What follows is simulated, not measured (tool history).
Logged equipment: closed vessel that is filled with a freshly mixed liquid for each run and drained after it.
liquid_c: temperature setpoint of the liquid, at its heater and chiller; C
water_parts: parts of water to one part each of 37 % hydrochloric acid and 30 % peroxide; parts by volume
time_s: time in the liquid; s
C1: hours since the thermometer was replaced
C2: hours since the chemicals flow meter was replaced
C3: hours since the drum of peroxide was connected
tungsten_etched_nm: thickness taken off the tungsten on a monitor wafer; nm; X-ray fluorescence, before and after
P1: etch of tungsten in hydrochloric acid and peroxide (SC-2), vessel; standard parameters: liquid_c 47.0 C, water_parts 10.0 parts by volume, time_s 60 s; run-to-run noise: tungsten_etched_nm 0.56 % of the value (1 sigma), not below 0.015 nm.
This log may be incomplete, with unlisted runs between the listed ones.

run 1 hour=11.8 | liquid_c=47.0 water_parts=10.0 time_s=60 | C1=480.1 C2=1240.5 C3=517.7 | tungsten_etched_nm=18.8050
run 2 hour=25.6 | liquid_c=47.0 water_parts=10.0 time_s=60 | C1=493.9 C2=1254.3 C3=531.5 | tungsten_etched_nm=18.9550
run 3 hour=37.9 | liquid_c=47.0 water_parts=4.0 time_s=60 | C1=506.2 C2=1266.6 C3=543.8 | tungsten_etched_nm=37.5740
run 4 hour=55.8 | liquid_c=35.0 water_parts=10.0 time_s=60 | C1=524.1 C2=1284.5 C3=561.7 | tungsten_etched_nm=7.9788
run 5 hour=69.7 | liquid_c=47.0 water_parts=10.0 time_s=60 | C1=538.0 C2=1298.4 C3=575.6 | tungsten_etched_nm=18.7420
run 6 hour=85.7 | liquid_c=47.0 water_parts=10.0 time_s=120 | C1=554.0 C2=1314.4 C3=591.6 | tungsten_etched_nm=37.4350
run 7 hour=96.3 | liquid_c=47.0 water_parts=14.5 time_s=60 | C1=564.6 C2=1325.0 C3=602.2 | tungsten_etched_nm=13.6850
run 8 hour=113.7 | liquid_c=54.5 water_parts=10.0 time_s=60 | C1=582.0 C2=1342.4 C3=619.6 | tungsten_etched_nm=30.7270
run 9 hour=130.8 | liquid_c=35.0 water_parts=13.5 time_s=60 | C1=599.1 C2=1359.5 C3=636.7 | tungsten_etched_nm=6.2145
run 10 hour=147.3 | liquid_c=47.0 water_parts=10.0 time_s=60 | C1=615.6 C2=1376.0 C3=653.2 | tungsten_etched_nm=18.8990
-- hour=150.3 thermometer replaced
run 11 hour=162.5 | liquid_c=47.0 water_parts=10.0 time_s=30 | C1=12.2 C2=1391.2 C3=668.4 | tungsten_etched_nm=9.3450
run 12 hour=178.3 | liquid_c=47.0 water_parts=10.0 time_s=60 | C1=28.0 C2=1407.0 C3=684.2 | tungsten_etched_nm=18.7720
run 13 hour=189.3 | liquid_c=47.0 water_parts=10.0 time_s=60 | C1=39.0 C2=1418.0 C3=695.2 | tungsten_etched_nm=18.5390
run 14 hour=204.9 | liquid_c=47.0 water_parts=10.0 time_s=60 | C1=54.6 C2=1433.6 C3=710.8 | tungsten_etched_nm=18.7720
run 15 hour=215.7 | liquid_c=47.0 water_parts=10.0 time_s=60 | C1=65.4 C2=1444.4 C3=721.6 | tungsten_etched_nm=18.2060
run 16 hour=229.0 | liquid_c=47.0 water_parts=10.0 time_s=60 | C1=78.7 C2=1457.7 C3=734.9 | tungsten_etched_nm=17.8310
run 17 hour=241.4 | liquid_c=47.0 water_parts=10.0 time_s=60 | C1=91.1 C2=1470.1 C3=747.3 | tungsten_etched_nm=17.4110
run 18 hour=253.6 | liquid_c=47.0 water_parts=10.0 time_s=60 | C1=103.3 C2=1482.3 C3=759.5 | tungsten_etched_nm=17.1600
-- hour=256.2 new drum of peroxide connected
run 19 hour=267.0 | liquid_c=47.0 water_parts=10.0 time_s=60 | C1=116.7 C2=1495.7 C3=10.8 | tungsten_etched_nm=17.1590
run 20 hour=282.7 | liquid_c=47.0 water_parts=10.0 time_s=60 | C1=132.4 C2=1511.4 C3=26.5 | tungsten_etched_nm=17.2560

P1 has crept away from where it was. The log is fitted equally well by each of these 2 causes, at the sizes shown:
A: liquid colder than its thermometer reads (K) = 1.3
B: chemicals flow below the setpoint (%) = 10
The process output started creeping at around hour 204.9.
The rest of the possible causes, and what rules out each one:
peroxide weaker than its label (%): serviced at hour 256.2, after the drift had started, without restoring the earlier output

Of the 4 check runs below, each run on 3 wafers with the results averaged and each result still a question mark, which one would tell the listed causes apart?
run check 1 hour=298.4 | liquid_c=39.0 water_parts=10.0 time_s=95 | tungsten_etched_nm=?
run check 2 hour=298.4 | liquid_c=53.0 water_parts=10.0 time_s=30 | tungsten_etched_nm=?
run check 3 hour=298.4 | liquid_c=35.0 water_parts=14.5 time_s=60 | tungsten_etched_nm=?
run check 4 hour=298.4 | liquid_c=35.0 water_parts=4.0 time_s=60 | tungsten_etched_nm=?

How each check would come out, cause by cause:
check=check_1 result=tungsten_etched_nm if_A=15.5090 if_B=15.5830
check=check_2 result=tungsten_etched_nm if_A=12.8590 if_B=12.8190
check=check_3 result=tungsten_etched_nm if_A=5.3198 if_B=5.3335
check=check_4 result=tungsten_etched_nm if_A=14.6300 if_B=14.9900
Minimum pairwise separation of causes per check, each pair taken at its best-separating result: check 1 0.47 %; check 2 0.31 %; check 3 0.26 %; check 4 2.43 %
Only in check 4 would the causes give clearly different results; in the remaining checks their results would be nearly the same.

Here is what check 4 returned: tungsten_etched_nm 14.5840 nm. Which cause is it?

The cause is A: liquid colder than its thermometer reads (K).

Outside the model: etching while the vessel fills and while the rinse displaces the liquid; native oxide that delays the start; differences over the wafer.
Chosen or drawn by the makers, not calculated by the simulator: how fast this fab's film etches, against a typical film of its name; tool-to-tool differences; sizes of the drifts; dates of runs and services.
